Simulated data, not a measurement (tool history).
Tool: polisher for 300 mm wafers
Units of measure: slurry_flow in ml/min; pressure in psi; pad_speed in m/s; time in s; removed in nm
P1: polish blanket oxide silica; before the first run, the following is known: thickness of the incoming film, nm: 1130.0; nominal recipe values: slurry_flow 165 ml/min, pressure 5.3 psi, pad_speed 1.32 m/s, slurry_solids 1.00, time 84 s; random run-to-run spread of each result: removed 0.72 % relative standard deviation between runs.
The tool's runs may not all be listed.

| run | hour | slurry_flow | pressure | pad_speed | slurry_solids | time | removed |
|---|---|---|---|---|---|---|---|
| 1 | 8.1 | 165 | 5.3 | 1.32 | 1.00 | 84 | 373.92 |
| 2 | 18.3 | 100 | 5.3 | 1.32 | 1.00 | 84 | 340.98 |
| 3 | 28.7 | 165 | 5.3 | 1.32 | 1.00 | 84 | 372.84 |
|  | 36.9 | head pressure recalibrated |
| 4 | 38.3 | 165 | 5.3 | 1.32 | 1.00 | 84 | 378.56 |
| 5 | 43.4 | 165 | 5.3 | 1.32 | 1.40 | 84 | 433.78 |
|  | 43.5 | slurry blender recalibrated |
| 6 | 52.4 | 165 | 5.3 | 1.32 | 0.65 | 84 | 303.33 |
| 7 | 58.3 | 165 | 5.3 | 1.32 | 1.00 | 84 | 382.26 |
| 8 | 69.2 | 165 | 5.3 | 1.96 | 1.00 | 84 | 516.13 |
| 9 | 78.7 | 165 | 2.7 | 1.32 | 1.00 | 84 | 191.79 |
| 10 | 84.7 | 165 | 5.3 | 0.74 | 1.00 | 84 | 238.33 |
| 11 | 94.8 | 165 | 5.3 | 1.68 | 1.00 | 45 | 248.00 |
| 12 | 101.5 | 165 | 8.4 | 1.32 | 1.00 | 84 | 598.02 |
| 13 | 112.8 | 165 | 5.3 | 1.32 | 1.00 | 112 | 503.54 |
| 14 | 124.4 | 100 | 5.3 | 1.66 | 1.00 | 84 | 408.12 |
| 15 | 132.4 | 165 | 5.3 | 1.32 | 1.00 | 38 | 172.31 |
| 16 | 138.7 | 255 | 7.5 | 1.32 | 1.00 | 84 | 566.42 |

Run 17 comes next. What will it give?
| 17 | 147.0 | 165 | 5.3 | 1.32 | 1.00 | 84 | ? |

removed: 378.04 nm

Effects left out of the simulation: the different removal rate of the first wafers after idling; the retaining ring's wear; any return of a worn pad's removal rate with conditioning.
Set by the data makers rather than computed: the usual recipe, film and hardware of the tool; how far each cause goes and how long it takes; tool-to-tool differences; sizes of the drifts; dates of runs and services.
